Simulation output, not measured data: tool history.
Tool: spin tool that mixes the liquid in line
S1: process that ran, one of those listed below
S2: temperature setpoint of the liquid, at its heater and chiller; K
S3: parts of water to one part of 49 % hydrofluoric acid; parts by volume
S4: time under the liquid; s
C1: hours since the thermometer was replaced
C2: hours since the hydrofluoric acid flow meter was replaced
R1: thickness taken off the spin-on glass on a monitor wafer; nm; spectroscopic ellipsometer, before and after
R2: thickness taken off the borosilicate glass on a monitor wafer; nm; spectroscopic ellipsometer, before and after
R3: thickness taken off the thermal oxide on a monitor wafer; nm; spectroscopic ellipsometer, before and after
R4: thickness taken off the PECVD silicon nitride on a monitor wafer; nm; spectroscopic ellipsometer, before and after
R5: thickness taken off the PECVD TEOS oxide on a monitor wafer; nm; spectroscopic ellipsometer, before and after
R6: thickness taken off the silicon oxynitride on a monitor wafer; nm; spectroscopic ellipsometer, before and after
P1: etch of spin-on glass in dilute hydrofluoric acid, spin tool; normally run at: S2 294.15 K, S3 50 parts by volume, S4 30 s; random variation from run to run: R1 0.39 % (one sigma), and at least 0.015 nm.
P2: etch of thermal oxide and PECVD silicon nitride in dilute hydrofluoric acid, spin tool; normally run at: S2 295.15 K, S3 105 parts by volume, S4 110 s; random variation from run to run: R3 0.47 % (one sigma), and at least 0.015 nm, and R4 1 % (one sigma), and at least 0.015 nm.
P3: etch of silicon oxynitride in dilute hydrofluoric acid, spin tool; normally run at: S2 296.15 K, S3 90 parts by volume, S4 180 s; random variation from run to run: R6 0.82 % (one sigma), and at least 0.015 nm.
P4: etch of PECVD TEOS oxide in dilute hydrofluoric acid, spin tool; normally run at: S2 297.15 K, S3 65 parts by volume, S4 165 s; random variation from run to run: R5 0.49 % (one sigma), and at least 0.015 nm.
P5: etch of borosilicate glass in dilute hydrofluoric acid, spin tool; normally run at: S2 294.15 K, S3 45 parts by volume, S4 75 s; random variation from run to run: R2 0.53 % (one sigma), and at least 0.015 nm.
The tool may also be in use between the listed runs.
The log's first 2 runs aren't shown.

run,hour,S1,S2,S3,S4,C1,C2,R1,R2,R3,R4,R5,R6
3,34.8,P1,294.15,35,45,1490.9,680.6,81.903,,,,,
4,46.4,P2,295.15,170,110,1502.5,692.2,,,2.5626,1.3387,,
5,63.8,P1,294.15,65,55,1519.9,709.6,52.064,,,,,
6,81.9,P1,301.15,50,30,1538,727.7,49.97,,,,,
7,92.5,P1,294.15,50,30,1548.6,738.3,37.522,,,,,
8,108.2,P1,294.15,50,30,1564.3,754,37.485,,,,,
9,125.3,P1,294.15,50,45,1581.4,771.1,56.243,,,,,
10,135.3,P4,297.15,65,165,1591.4,781.1,,,,,27.252,
11,152.9,P3,296.15,90,270,1609,798.7,,,,,,4.3882
12,164.9,P2,299.65,105,110,1621,810.7,,,5.3314,2.8727,,
13,173.1,P1,290.15,50,30,1629.2,818.9,31.923,,,,,
14,182.4,P1,294.15,50,30,1638.5,828.2,38.007,,,,,
15,192,P3,296.15,90,180,1648.1,837.8,,,,,,2.8934
16,202.9,P5,294.15,45,75,1659,848.7,,42.491,,,,
17,212.6,P4,291.15,65,165,1668.7,858.4,,,,,21.174,
18,230.9,P3,296.15,20,180,1687,876.7,,,,,,14.015
19,242.9,P1,297.65,50,15,1699,888.7,21.708,,,,,
20,257.1,P5,294.15,45,130,1713.2,902.9,,73.153,,,,
21,271.6,P1,294.15,85,30,1727.7,917.4,21.305,,,,,
22,284.4,P1,294.15,50,15,1740.5,930.2,18.702,,,,,

The next listed run, before its measurement:
23,299.4,P2,295.15,105,110,1755.5,945.2,,,?,?,,

Run 23 gave R3 4.5052 nm, R4 2.1649 nm.
